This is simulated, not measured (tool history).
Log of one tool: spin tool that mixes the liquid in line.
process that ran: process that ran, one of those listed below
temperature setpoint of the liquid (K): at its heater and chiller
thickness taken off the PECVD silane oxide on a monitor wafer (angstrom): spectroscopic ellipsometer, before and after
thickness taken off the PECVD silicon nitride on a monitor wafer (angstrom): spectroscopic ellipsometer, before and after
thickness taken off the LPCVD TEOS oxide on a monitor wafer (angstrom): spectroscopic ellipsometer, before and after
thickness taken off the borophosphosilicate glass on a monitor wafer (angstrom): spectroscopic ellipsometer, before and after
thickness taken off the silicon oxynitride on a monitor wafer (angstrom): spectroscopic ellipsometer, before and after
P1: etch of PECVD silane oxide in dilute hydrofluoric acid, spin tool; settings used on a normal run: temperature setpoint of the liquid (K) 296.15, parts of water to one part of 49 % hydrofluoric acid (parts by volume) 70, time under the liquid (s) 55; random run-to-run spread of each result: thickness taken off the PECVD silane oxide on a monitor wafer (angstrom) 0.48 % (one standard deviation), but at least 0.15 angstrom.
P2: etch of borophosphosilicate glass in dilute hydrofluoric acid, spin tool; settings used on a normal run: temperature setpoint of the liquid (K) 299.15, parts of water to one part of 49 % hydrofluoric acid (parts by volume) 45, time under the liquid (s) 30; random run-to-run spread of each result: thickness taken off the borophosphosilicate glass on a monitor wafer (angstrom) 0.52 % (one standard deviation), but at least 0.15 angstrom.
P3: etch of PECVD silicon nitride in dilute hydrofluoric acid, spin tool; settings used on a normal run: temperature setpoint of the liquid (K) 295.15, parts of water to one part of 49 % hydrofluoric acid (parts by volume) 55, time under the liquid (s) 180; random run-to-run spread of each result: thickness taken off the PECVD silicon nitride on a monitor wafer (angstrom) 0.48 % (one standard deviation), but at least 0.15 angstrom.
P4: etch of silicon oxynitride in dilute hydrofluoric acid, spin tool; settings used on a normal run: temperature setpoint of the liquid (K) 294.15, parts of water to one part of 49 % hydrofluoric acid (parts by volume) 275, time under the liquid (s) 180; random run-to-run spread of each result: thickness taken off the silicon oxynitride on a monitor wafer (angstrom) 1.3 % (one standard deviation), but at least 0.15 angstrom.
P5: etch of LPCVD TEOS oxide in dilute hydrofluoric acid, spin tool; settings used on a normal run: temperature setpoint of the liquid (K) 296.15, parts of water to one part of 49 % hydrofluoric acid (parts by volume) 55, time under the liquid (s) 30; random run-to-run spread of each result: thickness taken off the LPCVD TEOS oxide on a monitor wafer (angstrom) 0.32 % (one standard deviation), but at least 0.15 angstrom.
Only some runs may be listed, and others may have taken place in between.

run   hour  process that ran  temperature setpoint of the liquid (K)  parts of water to one part of 49 % hydrofluoric acid (parts by volume)  time under the liquid (s)  thickness taken off the PECVD silane oxide on a monitor wafer (angstrom)  thickness taken off the PECVD silicon nitride on a monitor wafer (angstrom)  thickness taken off the LPCVD TEOS oxide on a monitor wafer (angstrom)  thickness taken off the borophosphosilicate glass on a monitor wafer (angstrom)  thickness taken off the silicon oxynitride on a monitor wafer (angstrom)
  1    9.4                P1                                  296.15                                                                      70                         55                                                                    147.52
  2   19.8                P3                                  295.15                                                                      55                        180                                                                                                                                                 62.728
  3   28.7                P5                                  290.15                                                                      55                         30                                                                                                                                                                                                                         135.07
  4   45.4                P2                                  299.15                                                                      20                         30                                                                                                                                                                                                                                                                                                          831.98
  5   57.3                P3                                  290.15                                                                      55                        180                                                                                                                                                 43.736
  6   71.8                P1                                  291.65                                                                      70                         15                                                                    32.996
  7   81.2                P1                                  296.15                                                                      70                         55                                                                     147.9
  8     96                P2                                  299.15                                                                      45                         15                                                                                                                                                                                                                                                                                                          179.67
  9  112.5                P4                                  294.15                                                                     275                        265                                                                                                                                                                                                                                                                                                                                                                                    27.966
 10  121.7                P3                                  295.15                                                                      55                        325                                                                                                                                                 112.15
 11  139.8                P4                                  294.15                                                                     435                        180                                                                                                                                                                                                                                                                                                                                                                                     10.95
     143.7  -- thermometer replaced
 12  156.7                P2                                  293.65                                                                      45                         30                                                                                                                                                                                                                                                                                                          285.86
 13  171.3                P1                                  296.15                                                                      70                        100                                                                    268.33
 14  188.4                P3                                  295.15                                                                      55                        180                                                                                                                                                 62.018
 15  201.4                P1                                  296.15                                                                      25                         55                                                                     437.2
 16  217.5                P2                                  299.15                                                                      45                         30                                                                                                                                                                                                                                                                                                          357.67
 17  228.2                P4                                  294.15                                                                     275                        180                                                                                                                                                                                                                                                                                                                                                                                    19.643
 18  246.1                P1                                  296.15                                                                      70                         55                                                                    147.17
 19  254.1                P5                                  296.15                                                                      20                         30                                                                                                                                                                                                                         504.13
 20  264.9                P1                                  296.15                                                                      70                         55                                                                    147.26
 21  281.2                P5                                  296.15                                                                      55                         45                                                                                                                                                                                                                          262.7
 22  291.4                P1                                  290.65                                                                      70                         55                                                                    117.31
 23  302.9                P5                                  296.15                                                                      55                         30                                                                                                                                                                                                                         173.87
 24  315.8                P4                                  290.15                                                                     275                        180                                                                                                                                                                                                                                                                                                                                                                                    15.246
 25  327.3                P1                                  296.15                                                                      70                         25                                                                    67.106
 26  339.6                P1                                  296.15                                                                     125                         55                                                                    77.054
 27  353.1                P1                                  301.65                                                                      70                         55                                                                    183.72
 28  369.6                P3                                  295.15                                                                      20                        180                                                                                                                                                 166.42
 29  381.5                P1                                  296.15                                                                      70                         55                                                                    147.42
 30  394.1                P1                                  296.15                                                                      70                         55                                                                    143.49
 31  404.5                P1                                  296.15                                                                      70                         55                                                                    141.68
 32  413.8                P1                                  296.15                                                                      70                         55                                                                    141.44
 33  427.8                P1                                  296.15                                                                      70                         55                                                                    137.96
 34  441.9                P1                                  296.15                                                                      70                         55                                                                    138.03
 35  454.1                P1                                  296.15                                                                      70                         55                                                                    138.98
 36  463.1                P1                                  296.15                                                                      70                         55                                                                    139.12

The output of P1 has drifted from where it used to be. Each of the 2 causes below, taken at the size shown beside it, accounts for the log equally well:
A: hydrofluoric acid flow below the setpoint (%) = 5.54
B: liquid colder than its thermometer reads (K) = 1.52
Onset of the creep was near hour 381.5.

The check runs listed below each take one wafer, and their results are still question marks. Under which run would the listed causes lead to clearly different results?
check 1  472.1                P2                                  299.15                                                                      35                         30                                                                                                                                                                                                                                                                                                               ?
check 2  472.1                P4                                  290.15                                                                     275                        180                                                                                                                                                                                                                                                                                                                                                                                         ?
check 3  472.1                P3                                  290.65                                                                      55                        180                                                                                                                                                      ?
check 4  472.1                P5                                  291.65                                                                      55                         30                                                                                                                                                                                                                              ?

What each check would give under each cause:
  check                                                                           result    if A    if B
check 1  thickness taken off the borophosphosilicate glass on a monitor wafer (angstrom)  440.05  438.77
check 2         thickness taken off the silicon oxynitride on a monitor wafer (angstrom)  14.939  14.862
check 3      thickness taken off the PECVD silicon nitride on a monitor wafer (angstrom)  42.998  40.793
check 4           thickness taken off the LPCVD TEOS oxide on a monitor wafer (angstrom)   136.5  135.85
Minimum pairwise separation of causes per check, each pair taken at its best-separating result: check 1 0.29 %; check 2 0.52 %; check 3 5.27 %; check 4 0.47 %
The causes can be told apart only by check 3. The other checks would give nearly the same results under each of them.

With check 3 done, the readings were: thickness taken off the PECVD silicon nitride on a monitor wafer (angstrom) 42.909. Identify which of the listed causes applies.

The correct cause is A, namely: hydrofluoric acid flow below the setpoint (%).

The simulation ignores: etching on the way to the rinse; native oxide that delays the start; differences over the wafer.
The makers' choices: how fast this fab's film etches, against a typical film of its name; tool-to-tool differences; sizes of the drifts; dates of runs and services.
